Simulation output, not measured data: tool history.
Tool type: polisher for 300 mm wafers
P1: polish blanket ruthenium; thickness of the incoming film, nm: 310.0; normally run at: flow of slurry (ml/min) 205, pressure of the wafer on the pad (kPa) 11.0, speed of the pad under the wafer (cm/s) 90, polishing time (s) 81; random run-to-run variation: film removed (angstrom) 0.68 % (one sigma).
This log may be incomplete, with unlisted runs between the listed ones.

| run | hour | flow of slurry (ml/min) | pressure of the wafer on the pad (kPa) | speed of the pad under the wafer (cm/s) | polishing time (s) | wafers polished on this pad | hours since the slurry nozzle was cleaned | hours since the head pressure was calibrated | film removed (angstrom) |
|---|---|---|---|---|---|---|---|---|---|
| 1 | 4.2 | 205 | 11.0 | 90 | 81 | 565 | 188.9 | 312.2 | 638.30 |
| 2 | 13.3 | 205 | 11.0 | 90 | 81 | 654 | 198.0 | 321.3 | 635.23 |
| 3 | 18.1 | 205 | 11.0 | 90 | 54 | 700 | 202.8 | 326.1 | 426.13 |
| 4 | 26.8 | 205 | 11.0 | 90 | 126 | 785 | 211.5 | 334.8 | 990.96 |
| 5 | 33.5 | 205 | 11.0 | 90 | 81 | 850 | 218.2 | 341.5 | 638.52 |
| 6 | 42.0 | 205 | 15.2 | 90 | 81 | 933 | 226.7 | 350.0 | 867.01 |
| 7 | 47.4 | 125 | 11.0 | 90 | 81 | 986 | 232.1 | 355.4 | 578.32 |
| 8 | 53.8 | 205 | 11.0 | 90 | 81 | 1048 | 238.5 | 361.8 | 641.45 |
| 9 | 62.8 | 205 | 11.0 | 40 | 81 | 1136 | 247.5 | 370.8 | 282.73 |
| 10 | 70.3 | 160 | 14.5 | 90 | 81 | 1209 | 255.0 | 378.3 | 806.80 |
| 11 | 76.9 | 205 | 4.8 | 90 | 81 | 1274 | 261.6 | 384.9 | 277.53 |
|  | 81.3 | head pressure recalibrated |
| 12 | 82.3 | 205 | 11.0 | 142 | 81 | 1326 | 267.0 | 1.0 | 1005.80 |
| 13 | 91.1 | 265 | 11.0 | 90 | 81 | 1412 | 275.8 | 9.8 | 661.31 |
| 14 | 96.6 | 205 | 11.0 | 90 | 81 | 1466 | 281.3 | 15.3 | 631.98 |
| 15 | 103.3 | 205 | 11.0 | 90 | 81 | 1531 | 288.0 | 22.0 | 642.72 |
| 16 | 111.7 | 205 | 11.0 | 90 | 81 | 1613 | 296.4 | 30.4 | 623.99 |
| 17 | 119.9 | 205 | 11.0 | 90 | 81 | 1693 | 304.6 | 38.6 | 610.41 |
| 18 | 124.7 | 205 | 11.0 | 90 | 81 | 1740 | 309.4 | 43.4 | 613.99 |
| 19 | 129.4 | 205 | 11.0 | 90 | 81 | 1785 | 314.1 | 48.1 | 605.60 |
| 20 | 137.1 | 205 | 11.0 | 90 | 81 | 1860 | 321.8 | 55.8 | 598.50 |
| 21 | 144.4 | 205 | 11.0 | 90 | 81 | 1932 | 329.1 | 63.1 | 590.67 |
|  | 146.6 | worn pad replaced by a new one |
| 22 | 149.7 | 205 | 11.0 | 90 | 81 | 30 | 334.4 | 68.4 | 591.07 |
| 23 | 158.8 | 205 | 11.0 | 90 | 81 | 119 | 343.5 | 77.5 | 591.07 |
| 24 | 166.8 | 205 | 11.0 | 90 | 81 | 197 | 351.5 | 85.5 | 588.65 |
| 25 | 173.1 | 205 | 11.0 | 90 | 81 | 258 | 357.8 | 91.8 | 583.84 |

The log shows P1 creeping away from where it was. Any of the 2 causes listed here, at the size stated for it, fits the log just as well as the others:
A: head's pressure below its setpoint, % = 7.62
B: slurry flow missing at the pad, % = 38.5
Creep in the process output first set in at about hour 103.3.
Excluded causes, each with its reason:
removal rate lost through wear of the pad, %: was serviced at hour 146.6, once the creep was under way, yet the earlier output never came back

Consider the 4 check runs below, whose results appear as question marks and each of which averages 2 wafers. Which one distinguishes the causes, in that each cause would give it a clearly different result?
| check 1 | 179.4 | 205 | 11.0 | 124 | 120 |  |  |  | ? |
| check 2 | 179.4 | 205 | 13.8 | 90 | 125 |  |  |  | ? |
| check 3 | 179.4 | 125 | 11.0 | 90 | 116 |  |  |  | ? |
| check 4 | 179.4 | 205 | 11.0 | 48 | 123 |  |  |  | ? |

Outcome of each check run for each possible cause:
| check | result | if A | if B |
|---|---|---|---|
| check 1 | film removed (angstrom) | 1201.60 | 1201.80 |
| check 2 | film removed (angstrom) | 1135.60 | 1135.80 |
| check 3 | film removed (angstrom) | 777.59 | 743.78 |
| check 4 | film removed (angstrom) | 476.76 | 476.84 |
How far apart the two closest causes lie, in the result that separates them most: check 1 0.02 %; check 2 0.02 %; check 3 4.45 %; check 4 0.02 %
The other checks would show nearly matching results whichever cause is true, so check 3 is the only one that separates the causes.

With check 3 done, the readings were: film removed (angstrom) 741.87. Identify which of the listed causes applies.

B is the cause: slurry flow missing at the pad, %.
